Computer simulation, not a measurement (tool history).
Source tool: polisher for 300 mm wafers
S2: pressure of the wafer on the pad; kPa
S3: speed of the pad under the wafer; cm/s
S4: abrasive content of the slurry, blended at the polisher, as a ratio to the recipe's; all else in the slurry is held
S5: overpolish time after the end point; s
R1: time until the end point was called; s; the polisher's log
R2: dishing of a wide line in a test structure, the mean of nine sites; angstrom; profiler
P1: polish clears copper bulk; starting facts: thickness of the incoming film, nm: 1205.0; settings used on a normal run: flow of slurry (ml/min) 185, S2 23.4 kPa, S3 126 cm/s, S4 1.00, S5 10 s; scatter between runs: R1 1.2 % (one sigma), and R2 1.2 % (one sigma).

{"run": 1, "hour": 2.8, "flow of slurry (ml/min)": 185, "S2": 23.4, "S3": 126, "S4": 1.0, "S5": 10, "R1": 90.031, "R2": 678.2}
{"run": 2, "hour": 8.4, "flow of slurry (ml/min)": 185, "S2": 11.0, "S3": 126, "S4": 1.0, "S5": 10, "R1": 196.18, "R2": 383.74}
{"run": 3, "hour": 11.3, "flow of slurry (ml/min)": 185, "S2": 23.4, "S3": 90, "S4": 1.0, "S5": 14, "R1": 130.26, "R2": 679.37}
{"run": 4, "hour": 15.9, "flow of slurry (ml/min)": 245, "S2": 23.4, "S3": 126, "S4": 1.0, "S5": 10, "R1": 88.985, "R2": 689.17}
{"run": 5, "hour": 21.0, "flow of slurry (ml/min)": 185, "S2": 23.4, "S3": 126, "S4": 1.0, "S5": 10, "R1": 90.946, "R2": 682.55}
{"run": 6, "hour": 25.8, "flow of slurry (ml/min)": 185, "S2": 23.4, "S3": 68, "S4": 1.0, "S5": 10, "R1": 165.65, "R2": 452.55}
{"run": 7, "hour": 28.7, "flow of slurry (ml/min)": 185, "S2": 23.4, "S3": 126, "S4": 1.0, "S5": 3, "R1": 90.563, "R2": 280.05}
{"run": 8, "hour": 33.2, "flow of slurry (ml/min)": 185, "S2": 23.4, "S3": 126, "S4": 1.0, "S5": 19, "R1": 92.224, "R2": 919.55}
{"run": 9, "hour": 37.5, "flow of slurry (ml/min)": 185, "S2": 23.4, "S3": 126, "S4": 1.45, "S5": 10, "R1": 83.866, "R2": 708.09}
{"run": 10, "hour": 40.0, "flow of slurry (ml/min)": 185, "S2": 23.4, "S3": 196, "S4": 1.0, "S5": 10, "R1": 58.219, "R2": 843.36}
{"run": 11, "hour": 44.8, "flow of slurry (ml/min)": 185, "S2": 23.4, "S3": 126, "S4": 0.65, "S5": 10, "R1": 98.816, "R2": 647.34}
{"run": 12, "hour": 50.3, "flow of slurry (ml/min)": 185, "S2": 29.6, "S3": 126, "S4": 1.0, "S5": 10, "R1": 71.266, "R2": 783.72}
{"run": 13, "hour": 54.3, "flow of slurry (ml/min)": 185, "S2": 23.4, "S3": 126, "S4": 1.0, "S5": 10, "R1": 92.013, "R2": 690.32}
{"run": 14, "hour": 57.6, "flow of slurry (ml/min)": 110, "S2": 23.4, "S3": 126, "S4": 1.0, "S5": 10, "R1": 100.67, "R2": 634.68}
{"run": 15, "hour": 61.5, "flow of slurry (ml/min)": 185, "S2": 23.4, "S3": 126, "S4": 0.7, "S5": 18, "R1": 99.522, "R2": 866.38}
{"run": 16, "hour": 65.0, "flow of slurry (ml/min)": 185, "S2": 23.4, "S3": 126, "S4": 1.0, "S5": 10, "R1": 90.292, "R2": 683.78}
{"run": 17, "hour": 69.4, "flow of slurry (ml/min)": 185, "S2": 23.4, "S3": 126, "S4": 1.0, "S5": 10, "R1": 91.317, "R2": 677.27}
{"run": 18, "hour": 74.5, "flow of slurry (ml/min)": 185, "S2": 23.4, "S3": 126, "S4": 1.0, "S5": 10, "R1": 92.217, "R2": 663.56}
{"run": 19, "hour": 79.2, "flow of slurry (ml/min)": 185, "S2": 23.4, "S3": 126, "S4": 1.0, "S5": 10, "R1": 93.793, "R2": 667.15}
{"hour": 83.7, "done": "slurry blender recalibrated"}
{"run": 20, "hour": 84.7, "flow of slurry (ml/min)": 185, "S2": 23.4, "S3": 126, "S4": 1.0, "S5": 10, "R1": 95.608, "R2": 646.25}
{"hour": 87.2, "done": "head pressure recalibrated"}
{"run": 21, "hour": 89.3, "flow of slurry (ml/min)": 185, "S2": 23.4, "S3": 126, "S4": 1.0, "S5": 10, "R1": 94.559, "R2": 647.56}
{"run": 22, "hour": 94.4, "flow of slurry (ml/min)": 185, "S2": 23.4, "S3": 126, "S4": 1.0, "S5": 10, "R1": 98.128, "R2": 638.61}
{"run": 23, "hour": 98.1, "flow of slurry (ml/min)": 185, "S2": 23.4, "S3": 126, "S4": 1.0, "S5": 10, "R1": 98.537, "R2": 664.97}

Forecast run 24:
{"run": 24, "hour": 101.8, "flow of slurry (ml/min)": 185, "S2": 23.4, "S3": 126, "S4": 1.0, "S5": 10, "R1": "?", "R2": "?"}

{"run 24": {"R1": 96.006, "R2": 635.98}}
